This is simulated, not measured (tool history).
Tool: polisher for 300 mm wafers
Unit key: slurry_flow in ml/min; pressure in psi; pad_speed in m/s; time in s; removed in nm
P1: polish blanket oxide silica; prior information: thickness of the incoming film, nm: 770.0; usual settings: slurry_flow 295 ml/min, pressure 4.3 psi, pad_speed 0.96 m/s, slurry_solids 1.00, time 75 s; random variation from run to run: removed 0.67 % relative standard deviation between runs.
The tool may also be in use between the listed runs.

run   hour  slurry_flow  pressure  pad_speed  slurry_solids  time  wafers polished on this pad  hours since the slurry nozzle was cleaned  hours since the head pressure was calibrated  hours since the slurry blender was calibrated  hours since the conditioning disc was replaced  removed
  1    7.4          295       4.3       0.96           1.00    75                          605                                      646.0                                         255.4                                           43.8                                           156.1   250.09
  2   17.2          295       4.3       0.96           1.00   108                          684                                      655.8                                         265.2                                           53.6                                           165.9   356.21
  3   28.9          295       4.3       0.96           1.00    75                          778                                      667.5                                         276.9                                           65.3                                           177.6   253.02
      35.6  -- slurry nozzle cleaned
  4   36.7          295       4.3       0.96           1.00    75                          840                                        1.2                                         284.7                                           73.1                                           185.4   251.33
  5   47.8          295       2.5       0.96           1.00   112                          929                                       12.3                                         295.8                                           84.2                                           196.5   220.97
  6   54.5          295       4.3       0.96           1.00    75                          983                                       19.0                                         302.5                                           90.9                                           203.2   253.65
      61.0  -- head pressure recalibrated
  7   61.2          295       4.3       0.96           1.00    54                         1037                                       25.7                                           0.2                                           97.6                                           209.9   180.55
  8   72.1          200       4.3       0.96           1.00    49                         1124                                       36.6                                          11.1                                          108.5                                           220.8   156.60
  9   80.3          175       4.3       0.96           1.00    75                         1190                                       44.8                                          19.3                                          116.7                                           229.0   238.05
 10   91.5          295       6.4       0.58           1.00    75                         1280                                       56.0                                          30.5                                          127.9                                           240.2   250.66
 11   97.6          295       4.3       0.96           1.00    75                         1329                                       62.1                                          36.6                                          134.0                                           246.3   251.11
 12  107.0          295       4.3       0.96           1.45    75                         1404                                       71.5                                          46.0                                          143.4                                           255.7   290.81
 13  117.5          295       4.3       0.44           1.00    75                         1488                                       82.0                                          56.5                                          153.9                                           266.2   135.37
 14  128.1          450       4.3       0.96           1.00    75                         1573                                       92.6                                          67.1                                          164.5                                           276.8   261.29
 15  133.5          295       6.6       0.96           1.00    75                         1617                                       98.0                                          72.5                                          169.9                                           282.2   384.78
     142.3  -- worn pad replaced by a new one
 16  145.7          295       4.3       1.38           1.00    75                           27                                      110.2                                          84.7                                          182.1                                           294.4   337.59
 17  151.5          295       2.3       0.96           1.00    75                           74                                      116.0                                          90.5                                          187.9                                           300.2   135.37
 18  160.0          295       4.3       0.96           0.60    75                          142                                      124.5                                          99.0                                          196.4                                           308.7   195.17

Run 19, settings as shown, results not yet in. Your forecast:
 19  167.1          295       4.3       0.96           1.00    75                          199                                      131.6                                         106.1                                          203.5                                           315.8        ?

Run 19 gave removed 251.70 nm.
